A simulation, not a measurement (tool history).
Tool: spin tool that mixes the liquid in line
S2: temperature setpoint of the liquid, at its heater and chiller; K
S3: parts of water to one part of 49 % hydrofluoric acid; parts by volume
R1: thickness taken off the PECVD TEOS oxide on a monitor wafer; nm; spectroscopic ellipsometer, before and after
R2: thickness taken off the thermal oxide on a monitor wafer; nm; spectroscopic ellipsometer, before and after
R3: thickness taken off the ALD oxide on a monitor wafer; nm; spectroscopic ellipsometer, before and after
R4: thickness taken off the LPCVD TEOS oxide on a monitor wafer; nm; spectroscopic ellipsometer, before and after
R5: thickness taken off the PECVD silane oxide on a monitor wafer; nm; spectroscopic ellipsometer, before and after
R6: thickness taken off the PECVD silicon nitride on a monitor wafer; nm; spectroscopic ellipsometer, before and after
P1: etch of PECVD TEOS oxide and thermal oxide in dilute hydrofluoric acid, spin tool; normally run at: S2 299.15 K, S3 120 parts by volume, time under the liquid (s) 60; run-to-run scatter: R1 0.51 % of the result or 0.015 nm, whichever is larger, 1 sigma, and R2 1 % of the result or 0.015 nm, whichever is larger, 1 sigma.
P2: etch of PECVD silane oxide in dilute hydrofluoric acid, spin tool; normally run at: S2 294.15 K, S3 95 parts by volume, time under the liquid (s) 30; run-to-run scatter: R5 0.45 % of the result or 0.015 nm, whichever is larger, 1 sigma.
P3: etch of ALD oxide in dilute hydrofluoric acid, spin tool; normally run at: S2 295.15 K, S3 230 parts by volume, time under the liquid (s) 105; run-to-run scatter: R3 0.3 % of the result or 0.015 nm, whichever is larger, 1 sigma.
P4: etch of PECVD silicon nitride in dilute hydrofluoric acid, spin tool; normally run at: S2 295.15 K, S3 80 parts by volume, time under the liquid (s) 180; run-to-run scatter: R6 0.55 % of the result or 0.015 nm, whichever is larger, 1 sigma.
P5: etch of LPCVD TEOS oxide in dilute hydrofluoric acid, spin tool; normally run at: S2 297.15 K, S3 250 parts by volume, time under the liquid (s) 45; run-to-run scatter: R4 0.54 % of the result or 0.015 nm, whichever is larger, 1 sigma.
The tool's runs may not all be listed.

Run 1, hour 6.6: process that ran P1, S2 299.15 K, S3 120 parts by volume, time under the liquid (s) 60. Result: R1 4.7234 nm, R2 2.519 nm.
Run 2, hour 17.7: process that ran P1, S2 299.15 K, S3 215 parts by volume, time under the liquid (s) 60. Result: R1 2.3723 nm, R2 1.2704 nm.
Run 3, hour 27: process that ran P3, S2 295.15 K, S3 230 parts by volume, time under the liquid (s) 105. Result: R3 9.0262 nm.
Run 4, hour 33.6: process that ran P5, S2 297.15 K, S3 45 parts by volume, time under the liquid (s) 45. Result: R4 32.016 nm.
Run 5, hour 42: process that ran P2, S2 294.15 K, S3 135 parts by volume, time under the liquid (s) 30. Result: R5 9.4255 nm.
Run 6, hour 49.5: process that ran P5, S2 302.15 K, S3 250 parts by volume, time under the liquid (s) 45. Result: R4 5.3219 nm.
Run 7, hour 57.7: process that ran P1, S2 292.65 K, S3 120 parts by volume, time under the liquid (s) 85. Result: R1 5.2342 nm, R2 2.7939 nm.
Run 8, hour 66.2: process that ran P1, S2 295.15 K, S3 120 parts by volume, time under the liquid (s) 60. Result: R1 4.0629 nm, R2 2.2021 nm.
Run 9, hour 75.8: process that ran P3, S2 295.15 K, S3 230 parts by volume, time under the liquid (s) 105. Result: R3 9.0089 nm.
Run 10, hour 83.9: process that ran P2, S2 294.15 K, S3 95 parts by volume, time under the liquid (s) 60. Result: R5 27.876 nm.
Run 11, hour 92.2: process that ran P5, S2 297.15 K, S3 250 parts by volume, time under the liquid (s) 15. Result: R4 1.5048 nm.
Run 12, hour 102.7: process that ran P4, S2 295.15 K, S3 80 parts by volume, time under the liquid (s) 180. Result: R6 8.6228 nm.
Run 13, hour 110: process that ran P2, S2 290.15 K, S3 95 parts by volume, time under the liquid (s) 30. Result: R5 11.835 nm.
Run 14, hour 122.5: process that ran P5, S2 297.15 K, S3 250 parts by volume, time under the liquid (s) 45. Result: R4 4.5404 nm.
Run 15, hour 133.8: process that ran P1, S2 299.15 K, S3 120 parts by volume, time under the liquid (s) 95. Result: R1 7.5282 nm, R2 4.0293 nm.
Run 16, hour 144.4: process that ran P4, S2 295.15 K, S3 80 parts by volume, time under the liquid (s) 355. Result: R6 16.981 nm.
Run 17, hour 151.6: process that ran P2, S2 294.15 K, S3 95 parts by volume, time under the liquid (s) 30. Result: R5 14.037 nm.
Run 18, hour 159: process that ran P1, S2 305.65 K, S3 120 parts by volume, time under the liquid (s) 60. Result: R1 6.1013 nm, R2 3.2376 nm.
Run 19, hour 168.9: process that ran P3, S2 295.15 K, S3 355 parts by volume, time under the liquid (s) 105. Result: R3 5.199 nm.
Run 20, hour 182.5: process that ran P1, S2 299.15 K, S3 50 parts by volume, time under the liquid (s) 60. Result: R1 12.663 nm, R2 6.6166 nm.
Run 21, hour 195.5: process that ran P1, S2 299.15 K, S3 120 parts by volume, time under the liquid (s) 60. Result: R1 4.7215 nm, R2 2.5369 nm.
Run 22, hour 203.8: process that ran P4, S2 295.15 K, S3 80 parts by volume, time under the liquid (s) 180. Result: R6 8.5884 nm.
Run 23, hour 212.6: process that ran P4, S2 295.15 K, S3 30 parts by volume, time under the liquid (s) 180. Result: R6 22.243 nm.
At hour 219.2: thermometer replaced.
Run 24, hour 221.2: process that ran P4, S2 303.15 K, S3 80 parts by volume, time under the liquid (s) 180. Result: R6 14.584 nm.
Run 25, hour 232.9: process that ran P1, S2 299.15 K, S3 120 parts by volume, time under the liquid (s) 30. Result: R1 2.3881 nm, R2 1.2366 nm.
At hour 234.4: hydrofluoric acid flow meter replaced.
Run 26, hour 241.3: process that ran P1, S2 299.15 K, S3 120 parts by volume, time under the liquid (s) 60. Result: R1 4.7862 nm, R2 2.5096 nm.
Run 27, hour 251.8: process that ran P3, S2 295.15 K, S3 230 parts by volume, time under the liquid (s) 185. Result: R3 15.82 nm.
Run 28, hour 263.9: process that ran P1, S2 299.15 K, S3 120 parts by volume, time under the liquid (s) 60. Result: R1 4.765 nm, R2 2.5757 nm.
Run 29, hour 277.6: process that ran P3, S2 290.15 K, S3 230 parts by volume, time under the liquid (s) 105. Result: R3 7.4971 nm.
Run 30, hour 284.4: process that ran P1, S2 299.15 K, S3 120 parts by volume, time under the liquid (s) 60. Result: R1 4.7829 nm, R2 2.4623 nm.
Run 31, hour 290.6: process that ran P1, S2 299.15 K, S3 120 parts by volume, time under the liquid (s) 60. Result: R1 4.6965 nm, R2 2.4593 nm.
Run 32, hour 297: process that ran P1, S2 299.15 K, S3 120 parts by volume, time under the liquid (s) 60. Result: R1 4.5938 nm, R2 2.4356 nm.
Run 33, hour 310.1: process that ran P1, S2 299.15 K, S3 120 parts by volume, time under the liquid (s) 60. Result: R1 4.5055 nm, R2 2.3613 nm.
Run 34, hour 321.4: process that ran P1, S2 299.15 K, S3 120 parts by volume, time under the liquid (s) 60. Result: R1 4.4136 nm, R2 2.3121 nm.
Run 35, hour 329.9: process that ran P1, S2 299.15 K, S3 120 parts by volume, time under the liquid (s) 60. Result: R1 4.3949 nm, R2 2.3102 nm.
Run 36, hour 343.1: process that ran P1, S2 299.15 K, S3 120 parts by volume, time under the liquid (s) 60. Result: R1 4.4022 nm, R2 2.3594 nm.
Run 37, hour 354.1: process that ran P1, S2 299.15 K, S3 120 parts by volume, time under the liquid (s) 60. Result: R1 4.3477 nm, R2 2.3317 nm.

What P1 gives has crept away from where it was. These 2 causes fit the log equally well, each at the size given:
A: hydrofluoric acid flow below the setpoint (%) = 6.44
B: liquid colder than its thermometer reads (K) = 1.99
The creep began at about hour 284.4.

4 check runs are offered, one wafer each, their results left as question marks. Which one tells the causes apart?
Run check 1, hour 365.1: process that ran P4, S2 295.15 K, S3 80 parts by volume, time under the liquid (s) 180. Result: R6 ?.
Run check 2, hour 365.1: process that ran P2, S2 294.15 K, S3 95 parts by volume, time under the liquid (s) 30. Result: R5 ?.
Run check 3, hour 365.1: process that ran P5, S2 297.15 K, S3 250 parts by volume, time under the liquid (s) 45. Result: R4 ?.
Run check 4, hour 365.1: process that ran P3, S2 295.15 K, S3 230 parts by volume, time under the liquid (s) 105. Result: R3 ?.

What each check would give under each cause:
  check  result    if A    if B
check 1      R6  8.0888  7.5407
check 2      R5  13.001  12.898
check 3      R4  4.1531  4.2028
check 4      R3  8.3209  8.3839
How far apart the two closest causes lie, in the result that separates them most: check 1 7.02 %; check 2 0.79 %; check 3 1.19 %; check 4 0.75 %
Only check 1 tells the causes apart: in the others they would give nearly the same result.

Check 1 was then run and gave: R6 8.1749 nm. Which cause is it?

It is A: hydrofluoric acid flow below the setpoint (%).
